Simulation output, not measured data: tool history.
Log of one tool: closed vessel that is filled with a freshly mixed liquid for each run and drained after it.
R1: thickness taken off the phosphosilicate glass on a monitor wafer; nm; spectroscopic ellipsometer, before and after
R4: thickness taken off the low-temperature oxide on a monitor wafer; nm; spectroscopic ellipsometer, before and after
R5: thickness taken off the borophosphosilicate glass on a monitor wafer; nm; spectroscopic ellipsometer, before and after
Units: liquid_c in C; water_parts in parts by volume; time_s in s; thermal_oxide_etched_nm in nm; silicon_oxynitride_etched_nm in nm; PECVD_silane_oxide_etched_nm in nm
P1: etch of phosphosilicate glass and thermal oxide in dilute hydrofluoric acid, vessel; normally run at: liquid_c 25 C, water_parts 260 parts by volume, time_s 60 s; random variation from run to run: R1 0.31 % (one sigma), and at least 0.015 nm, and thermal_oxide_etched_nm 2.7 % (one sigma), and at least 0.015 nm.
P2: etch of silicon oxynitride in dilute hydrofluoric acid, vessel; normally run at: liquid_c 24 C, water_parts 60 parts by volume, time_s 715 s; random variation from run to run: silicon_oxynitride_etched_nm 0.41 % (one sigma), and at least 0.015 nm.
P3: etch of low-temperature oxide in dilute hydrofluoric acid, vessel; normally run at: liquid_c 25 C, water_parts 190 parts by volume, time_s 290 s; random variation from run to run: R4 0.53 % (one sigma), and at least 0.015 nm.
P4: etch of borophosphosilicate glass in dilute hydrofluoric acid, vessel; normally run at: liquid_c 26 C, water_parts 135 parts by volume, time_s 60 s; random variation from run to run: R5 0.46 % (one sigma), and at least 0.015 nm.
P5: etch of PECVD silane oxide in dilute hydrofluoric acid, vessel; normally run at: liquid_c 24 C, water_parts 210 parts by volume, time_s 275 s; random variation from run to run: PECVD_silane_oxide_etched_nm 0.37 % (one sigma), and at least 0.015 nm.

{"run": 1, "hour": 4.6, "process": "P1", "liquid_c": 25, "water_parts": 260, "time_s": 60, "R1": 31.218, "thermal_oxide_etched_nm": 1.0331}
{"run": 2, "hour": 14.0, "process": "P1", "liquid_c": 25, "water_parts": 260, "time_s": 60, "R1": 31.145, "thermal_oxide_etched_nm": 1.0358}
{"run": 3, "hour": 21.0, "process": "P2", "liquid_c": 17.5, "water_parts": 60, "time_s": 715, "silicon_oxynitride_etched_nm": 16.711}
{"run": 4, "hour": 28.6, "process": "P3", "liquid_c": 25, "water_parts": 190, "time_s": 290, "R4": 26.136}
{"run": 5, "hour": 36.3, "process": "P3", "liquid_c": 25, "water_parts": 190, "time_s": 100, "R4": 9.1223}
{"run": 6, "hour": 46.2, "process": "P1", "liquid_c": 25, "water_parts": 260, "time_s": 30, "R1": 15.589, "thermal_oxide_etched_nm": 0.53868}
{"run": 7, "hour": 54.8, "process": "P4", "liquid_c": 26, "water_parts": 65, "time_s": 60, "R5": 37.586}
{"run": 8, "hour": 61.8, "process": "P5", "liquid_c": 32, "water_parts": 210, "time_s": 275, "PECVD_silane_oxide_etched_nm": 24.927}
{"run": 9, "hour": 67.7, "process": "P1", "liquid_c": 25, "water_parts": 355, "time_s": 60, "R1": 20.757, "thermal_oxide_etched_nm": 0.69261}
{"run": 10, "hour": 72.5, "process": "P3", "liquid_c": 31.5, "water_parts": 190, "time_s": 290, "R4": 33.27}
{"run": 11, "hour": 80.1, "process": "P3", "liquid_c": 25, "water_parts": 325, "time_s": 290, "R4": 13.286}
{"run": 12, "hour": 88.3, "process": "P1", "liquid_c": 25, "water_parts": 260, "time_s": 100, "R1": 52.193, "thermal_oxide_etched_nm": 1.7864}
{"run": 13, "hour": 97.5, "process": "P1", "liquid_c": 25, "water_parts": 260, "time_s": 60, "R1": 31.325, "thermal_oxide_etched_nm": 0.9992}
{"run": 14, "hour": 106.6, "process": "P1", "liquid_c": 17, "water_parts": 260, "time_s": 60, "R1": 23.288, "thermal_oxide_etched_nm": 0.78103}
{"run": 15, "hour": 112.5, "process": "P1", "liquid_c": 30, "water_parts": 260, "time_s": 60, "R1": 36.9, "thermal_oxide_etched_nm": 1.2498}
{"run": 16, "hour": 122.1, "process": "P1", "liquid_c": 25, "water_parts": 260, "time_s": 60, "R1": 31.128, "thermal_oxide_etched_nm": 1.0904}
{"run": 17, "hour": 130.2, "process": "P1", "liquid_c": 20.5, "water_parts": 455, "time_s": 60, "R1": 12.839, "thermal_oxide_etched_nm": 0.38213}
{"run": 18, "hour": 136.4, "process": "P5", "liquid_c": 24, "water_parts": 210, "time_s": 450, "PECVD_silane_oxide_etched_nm": 30.928}
{"run": 19, "hour": 145.1, "process": "P4", "liquid_c": 26, "water_parts": 135, "time_s": 90, "R5": 25.033}
{"run": 20, "hour": 151.5, "process": "P1", "liquid_c": 25, "water_parts": 120, "time_s": 60, "R1": 78.814, "thermal_oxide_etched_nm": 2.6105}
{"run": 21, "hour": 157.8, "process": "P4", "liquid_c": 29.5, "water_parts": 135, "time_s": 60, "R5": 18.891}
{"run": 22, "hour": 162.9, "process": "P1", "liquid_c": 25, "water_parts": 260, "time_s": 60, "R1": 31.144, "thermal_oxide_etched_nm": 1.068}
{"run": 23, "hour": 170.7, "process": "P1", "liquid_c": 25, "water_parts": 260, "time_s": 60, "R1": 31.086, "thermal_oxide_etched_nm": 1.0333}
{"run": 24, "hour": 177.1, "process": "P2", "liquid_c": 24, "water_parts": 40, "time_s": 715, "silicon_oxynitride_etched_nm": 35.144}
{"run": 25, "hour": 184.1, "process": "P1", "liquid_c": 25, "water_parts": 260, "time_s": 60, "R1": 31.221, "thermal_oxide_etched_nm": 1.0221}
{"run": 26, "hour": 189.9, "process": "P5", "liquid_c": 24, "water_parts": 210, "time_s": 275, "PECVD_silane_oxide_etched_nm": 18.72}
{"run": 27, "hour": 197.4, "process": "P5", "liquid_c": 24, "water_parts": 210, "time_s": 275, "PECVD_silane_oxide_etched_nm": 19.029}
{"run": 28, "hour": 204.6, "process": "P4", "liquid_c": 26, "water_parts": 135, "time_s": 60, "R5": 16.564}

The next listed run, before its measurement:
{"run": 29, "hour": 212.5, "process": "P5", "liquid_c": 24, "water_parts": 50, "time_s": 275, "PECVD_silane_oxide_etched_nm": "?"}

Run 29 gave PECVD_silane_oxide_etched_nm 95.504 nm.
